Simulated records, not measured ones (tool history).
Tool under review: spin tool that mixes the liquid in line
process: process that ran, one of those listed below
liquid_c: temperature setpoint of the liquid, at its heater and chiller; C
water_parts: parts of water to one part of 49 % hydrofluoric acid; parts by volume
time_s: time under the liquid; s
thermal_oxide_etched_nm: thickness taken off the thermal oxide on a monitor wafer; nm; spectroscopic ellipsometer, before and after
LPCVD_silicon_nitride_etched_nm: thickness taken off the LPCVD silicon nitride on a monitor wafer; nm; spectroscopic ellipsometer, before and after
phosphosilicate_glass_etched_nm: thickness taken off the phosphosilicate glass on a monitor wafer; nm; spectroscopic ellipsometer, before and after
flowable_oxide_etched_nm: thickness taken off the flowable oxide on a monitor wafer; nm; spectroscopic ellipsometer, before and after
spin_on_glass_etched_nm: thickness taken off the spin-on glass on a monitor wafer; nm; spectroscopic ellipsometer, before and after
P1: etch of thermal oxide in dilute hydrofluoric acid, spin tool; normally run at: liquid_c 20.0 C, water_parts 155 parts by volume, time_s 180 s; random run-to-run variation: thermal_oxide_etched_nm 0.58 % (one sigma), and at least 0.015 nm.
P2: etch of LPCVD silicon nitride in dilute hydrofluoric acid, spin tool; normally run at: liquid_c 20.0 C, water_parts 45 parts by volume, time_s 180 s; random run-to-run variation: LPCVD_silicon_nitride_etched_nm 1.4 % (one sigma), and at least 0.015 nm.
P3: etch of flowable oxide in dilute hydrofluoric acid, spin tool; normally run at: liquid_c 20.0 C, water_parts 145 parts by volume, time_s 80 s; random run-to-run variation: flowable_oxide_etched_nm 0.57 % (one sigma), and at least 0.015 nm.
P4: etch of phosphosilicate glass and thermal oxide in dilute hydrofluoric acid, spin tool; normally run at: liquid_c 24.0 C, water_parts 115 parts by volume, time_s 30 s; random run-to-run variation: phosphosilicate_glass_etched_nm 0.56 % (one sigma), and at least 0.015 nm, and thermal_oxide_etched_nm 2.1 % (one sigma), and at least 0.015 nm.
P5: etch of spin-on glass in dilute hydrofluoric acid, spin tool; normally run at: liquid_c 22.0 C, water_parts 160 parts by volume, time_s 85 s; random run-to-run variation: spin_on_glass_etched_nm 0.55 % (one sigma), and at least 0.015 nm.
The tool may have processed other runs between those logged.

run	day	process	liquid_c	water_parts	time_s	hours since the thermometer was replaced	hours since the hydrofluoric acid flow meter was replaced	thermal_oxide_etched_nm	LPCVD_silicon_nitride_etched_nm	phosphosilicate_glass_etched_nm	flowable_oxide_etched_nm	spin_on_glass_etched_nm
1	0.421	P1	20.0	155	180	1574.7	463.2	4.74550				
2	0.842	P1	20.0	155	80	1584.8	473.3	2.13890				
3	1.192	P1	20.0	155	180	1593.2	481.7	4.74870				
4	1.733	P2	20.0	45	180	1606.2	494.7		1.6050			
5	2.125	P4	29.0	115	30	1615.6	504.1	1.45650		36.167		
6	2.558	P3	17.0	145	80	1626.0	514.5				8.2358	
7	3.108	P1	20.0	155	180	1639.2	527.7	4.77840				
8	3.512	P5	17.0	160	85	1648.9	537.4					13.714
9	4.225	P1	20.0	265	180	1666.0	554.5	2.49270				
10	4.588	P2	20.0	65	180	1674.7	563.2		1.1610			
11	5.246	P3	20.0	145	80	1690.5	579.0				9.2570	
12	5.612	P1	20.0	155	270	1699.3	587.8	7.13940				
13	6.000	P4	24.0	115	15	1708.6	597.1	0.61796		14.888		
14	6.446	P1	20.0	90	180	1719.3	607.8	8.77490				
15	7.058	P5	22.0	160	85	1734.0	622.5					17.025
16	7.508	P1	17.0	155	180	1744.8	633.3	4.21650				
17	8.133	P4	24.0	45	30	1759.8	648.3	3.32850		82.590		
18	8.600	P3	20.0	75	80	1771.0	659.5				19.2510	
19	9.250	P5	22.0	160	85	1786.6	675.1					17.014
20	9.662	P1	20.0	155	180	1796.5	685.0	4.71100				
21	10.025	P5	22.0	160	135	1805.2	693.7					26.803
22	10.350	P2	20.0	45	295	1813.0	701.5		2.6701			
23	10.800	P3	20.0	145	15	1823.8	712.3				1.7270	
24	11.517	P4	24.0	115	30	1841.0	729.5	1.17660		29.741		
25	11.854	P5	22.0	45	85	1849.1	737.6					69.003
26	12.238	P1	24.5	155	180	1858.3	746.8	5.62200				
27	12.896	P1	27.0	155	290	1874.1	762.6	9.99470				
28	13.483	P1	20.0	155	180	1888.2	776.7	4.78060				
29	14.079	P2	17.0	45	180	1902.5	791.0		1.3238			
30	14.525	P1	20.0	155	180	1913.2	801.7	4.75970				
31	15.012	P1	20.0	155	180	1924.9	813.4	4.90780				
32	15.550	P1	20.0	155	180	1937.8	826.3	5.03130				
33	16.071	P1	20.0	155	180	1950.3	838.8	5.06130				
34	16.700	P1	20.0	155	180	1965.4	853.9	5.13890				
35	17.038	P1	20.0	155	180	1973.5	862.0	5.16020				
36	17.646	P1	20.0	155	180	1988.1	876.6	5.17510				
37	18.325	P1	20.0	155	180	2004.4	892.9	5.17250				
38	18.792	P1	20.0	155	180	2015.6	904.1	5.19690				

Compared with where it was, what P1 gives has crept away. Each cause listed below fits the log as well as the rest, at the size given for it:
A: hydrofluoric acid flow above the setpoint (%) = 8.32
B: liquid hotter than its thermometer reads (K) = 2.36
The onset of the drift is placed at about day 14.525.

Each of the check runs listed below is run on 2 wafers and reports their average, with the results left as question marks. Pick the one under which the possible causes would lead to clearly different results.
check 1	19.258	P2	20.0	45	180				?			
check 2	19.258	P3	20.0	145	80						?	
check 3	19.258	P5	22.0	160	85							?
check 4	19.258	P4	24.0	115	30			?		?		

Check results expected under each cause:
check	result	if A	if B
check 1	LPCVD_silicon_nitride_etched_nm	1.7492	1.9049
check 2	flowable_oxide_etched_nm	10.1220	10.1360
check 3	spin_on_glass_etched_nm	18.576	18.522
check 4	thermal_oxide_etched_nm	1.31410	1.31530
check 4	phosphosilicate_glass_etched_nm	32.581	32.611
Gap, in per cent, between the two causes that each check separates least, read from the result that separates them most: check 1 8.53 %; check 2 0.14 %; check 3 0.29 %; check 4 0.09 %
Check 1 is the one run that separates the causes; every other check would come out nearly the same whichever cause is at work.

After running check 1, the following was obtained: LPCVD_silicon_nitride_etched_nm 1.9506 nm. Which cause does this point to?

It was cause B: liquid hotter than its thermometer reads (K).
